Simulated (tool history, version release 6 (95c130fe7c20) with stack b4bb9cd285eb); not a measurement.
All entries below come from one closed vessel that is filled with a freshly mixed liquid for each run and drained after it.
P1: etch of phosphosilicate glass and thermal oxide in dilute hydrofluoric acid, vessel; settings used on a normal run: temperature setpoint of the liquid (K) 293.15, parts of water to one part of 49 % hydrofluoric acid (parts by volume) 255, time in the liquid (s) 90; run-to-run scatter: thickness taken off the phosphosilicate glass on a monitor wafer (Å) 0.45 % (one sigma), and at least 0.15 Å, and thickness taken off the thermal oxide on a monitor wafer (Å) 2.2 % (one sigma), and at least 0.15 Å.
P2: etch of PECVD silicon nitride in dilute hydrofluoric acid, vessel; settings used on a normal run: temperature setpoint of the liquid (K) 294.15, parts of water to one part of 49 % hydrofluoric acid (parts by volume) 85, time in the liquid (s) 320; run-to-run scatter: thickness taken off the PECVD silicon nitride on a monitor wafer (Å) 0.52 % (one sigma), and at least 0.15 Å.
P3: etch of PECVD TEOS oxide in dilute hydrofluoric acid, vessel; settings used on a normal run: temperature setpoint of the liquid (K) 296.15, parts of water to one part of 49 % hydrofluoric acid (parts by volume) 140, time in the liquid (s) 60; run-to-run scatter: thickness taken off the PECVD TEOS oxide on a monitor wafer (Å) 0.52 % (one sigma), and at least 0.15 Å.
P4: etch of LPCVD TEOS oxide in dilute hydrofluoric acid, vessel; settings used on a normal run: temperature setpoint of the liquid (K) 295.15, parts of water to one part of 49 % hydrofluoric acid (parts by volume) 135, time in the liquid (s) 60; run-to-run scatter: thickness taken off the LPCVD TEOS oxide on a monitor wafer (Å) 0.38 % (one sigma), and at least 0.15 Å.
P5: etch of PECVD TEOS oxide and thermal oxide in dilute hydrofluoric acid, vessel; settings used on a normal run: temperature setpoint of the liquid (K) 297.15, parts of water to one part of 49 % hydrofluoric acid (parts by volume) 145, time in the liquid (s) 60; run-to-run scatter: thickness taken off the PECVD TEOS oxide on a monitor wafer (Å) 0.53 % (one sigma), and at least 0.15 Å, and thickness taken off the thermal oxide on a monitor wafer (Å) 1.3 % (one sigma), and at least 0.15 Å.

run,hour,process that ran,temperature setpoint of the liquid (K),parts of water to one part of 49 % hydrofluoric acid (parts by volume),time in the liquid (s),thickness taken off the phosphosilicate glass on a monitor wafer (Å),thickness taken off the thermal oxide on a monitor wafer (Å),thickness taken off the PECVD silicon nitride on a monitor wafer (Å),thickness taken off the PECVD TEOS oxide on a monitor wafer (Å),thickness taken off the LPCVD TEOS oxide on a monitor wafer (Å)
1,10.1,P1,293.15,255,90,201.400,13.2420,,,
2,20.7,P1,300.65,255,30,87.619,5.5634,,,
3,29.3,P2,294.15,85,490,,,143.520,,
4,35.8,P1,293.15,70,90,887.720,58.5210,,,
5,44.5,P3,303.65,140,60,,,,60.715,
6,51.6,P1,290.15,255,90,180.540,11.0140,,,
7,63.3,P1,290.15,170,90,293.120,18.6600,,,
8,73.2,P1,293.15,375,90,121.820,7.6877,,,
9,79.9,P1,293.15,255,90,201.080,12.8920,,,
10,88.8,P1,293.15,255,90,201.550,13.2700,,,
11,94.4,P3,296.15,140,60,,,,45.540,
12,104.5,P1,293.15,255,160,357.520,22.6390,,,
13,114.2,P5,297.15,145,60,,18.4040,,113.110,
14,119.5,P5,297.15,250,60,,9.7258,,57.718,
15,128.1,P2,294.15,85,320,,,93.306,,
16,136.1,P4,295.15,195,60,,,,,91.387
17,143.5,P3,296.15,140,30,,,,22.935,
18,151.4,P2,290.15,85,320,,,70.537,,
19,162.1,P3,296.15,250,60,,,,23.026,
20,172.3,P4,295.15,135,30,,,,,69.884
# hour 183.2: hydrofluoric acid flow meter replaced
21,183.4,P1,293.15,255,90,200.120,13.4780,,,
22,189.4,P1,293.15,255,90,200.670,13.4040,,,
23,197.3,P4,290.15,135,60,,,,,114.580
24,204.1,P3,296.15,140,60,,,,45.630,

The next listed run, before its measurement:
25,210.1,P1,300.65,255,90,?,?,,,

thickness taken off the phosphosilicate glass on a monitor wafer (Å): 263.620
thickness taken off the thermal oxide on a monitor wafer (Å): 16.8880
